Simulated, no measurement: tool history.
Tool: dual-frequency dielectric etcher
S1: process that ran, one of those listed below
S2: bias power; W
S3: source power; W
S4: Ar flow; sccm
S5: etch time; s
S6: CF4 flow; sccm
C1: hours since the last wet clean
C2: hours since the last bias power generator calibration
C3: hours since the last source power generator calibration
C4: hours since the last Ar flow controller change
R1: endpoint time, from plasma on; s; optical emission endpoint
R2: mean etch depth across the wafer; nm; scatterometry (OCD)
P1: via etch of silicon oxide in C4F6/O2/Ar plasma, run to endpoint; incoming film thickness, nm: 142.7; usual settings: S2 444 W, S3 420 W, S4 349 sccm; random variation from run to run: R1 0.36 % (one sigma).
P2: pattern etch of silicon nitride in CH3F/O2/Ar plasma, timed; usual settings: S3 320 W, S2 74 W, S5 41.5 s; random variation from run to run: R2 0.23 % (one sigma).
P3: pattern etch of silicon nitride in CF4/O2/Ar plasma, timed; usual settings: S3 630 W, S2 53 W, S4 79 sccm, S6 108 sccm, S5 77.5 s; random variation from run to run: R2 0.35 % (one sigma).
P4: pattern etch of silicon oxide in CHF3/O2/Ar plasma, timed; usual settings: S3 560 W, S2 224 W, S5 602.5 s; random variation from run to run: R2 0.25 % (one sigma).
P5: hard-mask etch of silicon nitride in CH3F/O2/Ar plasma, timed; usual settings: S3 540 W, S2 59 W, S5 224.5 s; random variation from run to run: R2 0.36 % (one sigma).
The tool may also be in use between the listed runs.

run 1 hour=7.2 | S1=P1 S2=444 S3=420 S4=349 | C1=328.4 C2=1900.6 C3=1564.6 C4=1397.6 | R1=32.84
run 2 hour=20.3 | S1=P2 S2=74 S3=260 S5=41.5 | C1=341.5 C2=1913.7 C3=1577.7 C4=1410.7 | R2=24.841
run 3 hour=26.5 | S1=P4 S2=158 S3=560 S5=602.5 | C1=347.7 C2=1919.9 C3=1583.9 C4=1416.9 | R2=1136.4
run 4 hour=39.7 | S1=P1 S2=444 S3=420 S4=349 | C1=360.9 C2=1933.1 C3=1597.1 C4=1430.1 | R1=32.845
-- hour=43.8 source power generator calibrated
run 5 hour=49.9 | S1=P4 S2=224 S3=750 S5=602.5 | C1=371.1 C2=1943.3 C3=6.2 C4=1440.3 | R2=1429.8
run 6 hour=62.9 | S1=P5 S2=59 S3=540 S5=224.5 | C1=384.1 C2=1956.3 C3=19.2 C4=1453.3 | R2=161.03
run 7 hour=71.3 | S1=P1 S2=444 S3=420 S4=349 | C1=392.5 C2=1964.7 C3=27.6 C4=1461.7 | R1=32.938
run 8 hour=81.3 | S1=P1 S2=584 S3=420 S4=349 | C1=402.5 C2=1974.7 C3=37.6 C4=1471.7 | R1=29.752
run 9 hour=88.3 | S1=P5 S2=59 S3=540 S5=145.5 | C1=409.5 C2=1981.7 C3=44.6 C4=1478.7 | R2=103.73
run 10 hour=98.7 | S1=P1 S2=444 S3=420 S4=349 | C1=419.9 C2=1992.1 C3=55 C4=1489.1 | R1=32.774
run 11 hour=107 | S1=P4 S2=224 S3=560 S5=602.5 | C1=428.2 C2=2000.4 C3=63.3 C4=1497.4 | R2=1281.4
-- hour=114.1 wet clean of the chamber
run 12 hour=115.1 | S1=P1 S2=444 S3=420 S4=493 | C1=1.1 C2=2008.5 C3=71.4 C4=1505.5 | R1=34.093
run 13 hour=126.4 | S1=P1 S2=444 S3=420 S4=349 | C1=12.4 C2=2019.8 C3=82.7 C4=1516.8 | R1=32.902
run 14 hour=132.9 | S1=P1 S2=338 S3=420 S4=251 | C1=18.9 C2=2026.3 C3=89.2 C4=1523.3 | R1=34.982
run 15 hour=140.7 | S1=P5 S2=59 S3=540 S5=224.5 | C1=26.7 C2=2034.1 C3=97 C4=1531.1 | R2=160.25
run 16 hour=147 | S1=P1 S2=272 S3=420 S4=349 | C1=33 C2=2040.4 C3=103.3 C4=1537.4 | R1=39.069
run 17 hour=155.6 | S1=P1 S2=444 S3=420 S4=239 | C1=41.6 C2=2049 C3=111.9 C4=1546 | R1=31.419
run 18 hour=169.3 | S1=P3 S2=73 S3=630 S4=79 S5=77.5 S6=108 | C1=55.3 C2=2062.7 C3=125.6 C4=1559.7 | R2=215.57
run 19 hour=178.6 | S1=P2 S2=74 S3=320 S5=41.5 | C1=64.6 C2=2072 C3=134.9 C4=1569 | R2=26.799
run 20 hour=186.8 | S1=P3 S2=53 S3=630 S4=79 S5=77.5 S6=108 | C1=72.8 C2=2080.2 C3=143.1 C4=1577.2 | R2=193.24
run 21 hour=197.7 | S1=P1 S2=444 S3=560 S4=448 | C1=83.7 C2=2091.1 C3=154 C4=1588.1 | R1=30.37
run 22 hour=210.2 | S1=P1 S2=599 S3=420 S4=267 | C1=96.2 C2=2103.6 C3=166.5 C4=1600.6 | R1=28.396
run 23 hour=221.8 | S1=P3 S2=53 S3=750 S4=79 S5=77.5 S6=108 | C1=107.8 C2=2115.2 C3=178.1 C4=1612.2 | R2=224.34
run 24 hour=233.9 | S1=P1 S2=444 S3=520 S4=349 | C1=119.9 C2=2127.3 C3=190.2 C4=1624.3 | R1=30.566
run 25 hour=244 | S1=P2 S2=74 S3=320 S5=59.5 | C1=130 C2=2137.4 C3=200.3 C4=1634.4 | R2=38.37
run 26 hour=257.6 | S1=P4 S2=224 S3=560 S5=602.5 | C1=143.6 C2=2151 C3=213.9 C4=1648 | R2=1278.7
run 27 hour=268.5 | S1=P1 S2=444 S3=290 S4=349 | C1=154.5 C2=2161.9 C3=224.8 C4=1658.9 | R1=37.851
run 28 hour=279.4 | S1=P5 S2=59 S3=650 S5=224.5 | C1=165.4 C2=2172.8 C3=235.7 C4=1669.8 | R2=173.23
run 29 hour=285.9 | S1=P3 S2=53 S3=630 S4=54 S5=77.5 S6=108 | C1=171.9 C2=2179.3 C3=242.2 C4=1676.3 | R2=200.14
run 30 hour=293.1 | S1=P3 S2=53 S3=630 S4=79 S5=103 S6=108 | C1=179.1 C2=2186.5 C3=249.4 C4=1683.5 | R2=256.49
run 31 hour=301.2 | S1=P5 S2=80 S3=540 S5=224.5 | C1=187.2 C2=2194.6 C3=257.5 C4=1691.6 | R2=178.16
run 32 hour=307.7 | S1=P2 S2=54 S3=320 S5=41.5 | C1=193.7 C2=2201.1 C3=264 C4=1698.1 | R2=24.058
run 33 hour=317.7 | S1=P4 S2=224 S3=560 S5=396 | C1=203.7 C2=2211.1 C3=274 C4=1708.1 | R2=844.32
run 34 hour=327.8 | S1=P1 S2=444 S3=420 S4=349 | C1=213.8 C2=2221.2 C3=284.1 C4=1718.2 | R1=32.768
run 35 hour=341.8 | S1=P3 S2=53 S3=630 S4=79 S5=77.5 S6=76 | C1=227.8 C2=2235.2 C3=298.1 C4=1732.2 | R2=184.17
run 36 hour=348.8 | S1=P3 S2=53 S3=630 S4=79 S5=77.5 S6=108 | C1=234.8 C2=2242.2 C3=305.1 C4=1739.2 | R2=192.62
run 37 hour=358.9 | S1=P1 S2=444 S3=420 S4=349 | C1=244.9 C2=2252.3 C3=315.2 C4=1749.3 | R1=33.041
run 38 hour=369 | S1=P1 S2=444 S3=420 S4=349 | C1=255 C2=2262.4 C3=325.3 C4=1759.4 | R1=33.038
run 39 hour=381.5 | S1=P1 S2=444 S3=420 S4=349 | C1=267.5 C2=2274.9 C3=337.8 C4=1771.9 | R1=33.528
run 40 hour=389.5 | S1=P1 S2=444 S3=420 S4=349 | C1=275.5 C2=2282.9 C3=345.8 C4=1779.9 | R1=33.306
-- hour=393.1 wet clean of the chamber
run 41 hour=400.6 | S1=P1 S2=444 S3=420 S4=349 | C1=7.5 C2=2294 C3=356.9 C4=1791 | R1=33.283
run 42 hour=411 | S1=P1 S2=444 S3=420 S4=349 | C1=17.9 C2=2304.4 C3=367.3 C4=1801.4 | R1=33.582
run 43 hour=419.3 | S1=P1 S2=444 S3=420 S4=349 | C1=26.2 C2=2312.7 C3=375.6 C4=1809.7 | R1=33.474
run 44 hour=425.4 | S1=P1 S2=444 S3=420 S4=349 | C1=32.3 C2=2318.8 C3=381.7 C4=1815.8 | R1=33.509

What P1 gives has crept away from where it was. These 2 causes fit the log equally well, each at the size given:
A: source power that arrives under what is set, % = 4.7
B: bias power that arrives under what is set, % = 4.77
The creep began at about hour 358.9.
Why every other cause is out:
chamber walls in a state that lowers the etch rate, %: serviced at hour 393.1, which brought nothing back
Ar flow that arrives over what is set, %: at most 8, which would move R1 by +0.9 %: too little, or the wrong way

4 check runs are offered, one wafer each, their results left as question marks. Which one tells the causes apart?
run check 1 hour=431.5 | S1=P3 S2=53 S3=630 S4=79 S5=77.5 S6=108 | R2=?
run check 2 hour=431.5 | S1=P2 S2=74 S3=320 S5=41.5 | R2=?
run check 3 hour=431.5 | S1=P5 S2=59 S3=540 S5=224.5 | R2=?
run check 4 hour=431.5 | S1=P4 S2=224 S3=560 S5=602.5 | R2=?

What each check would give under each cause:
check=check_1 result=R2 if_A=184.59 if_B=189.21
check=check_2 result=R2 if_A=26.318 if_B=26.346
check=check_3 result=R2 if_A=157.67 if_B=158.17
check=check_4 result=R2 if_A=1256.5 if_B=1257.8
How far apart the two closest causes lie, in the result that separates them most: check 1 2.47 %; check 2 0.11 %; check 3 0.32 %; check 4 0.1 %
Only check 1 tells the causes apart: in the others they would give nearly the same result.

Check 1 was then run and gave: R2 184.01 nm. Which cause is it?

It is A: source power that arrives under what is set, %.
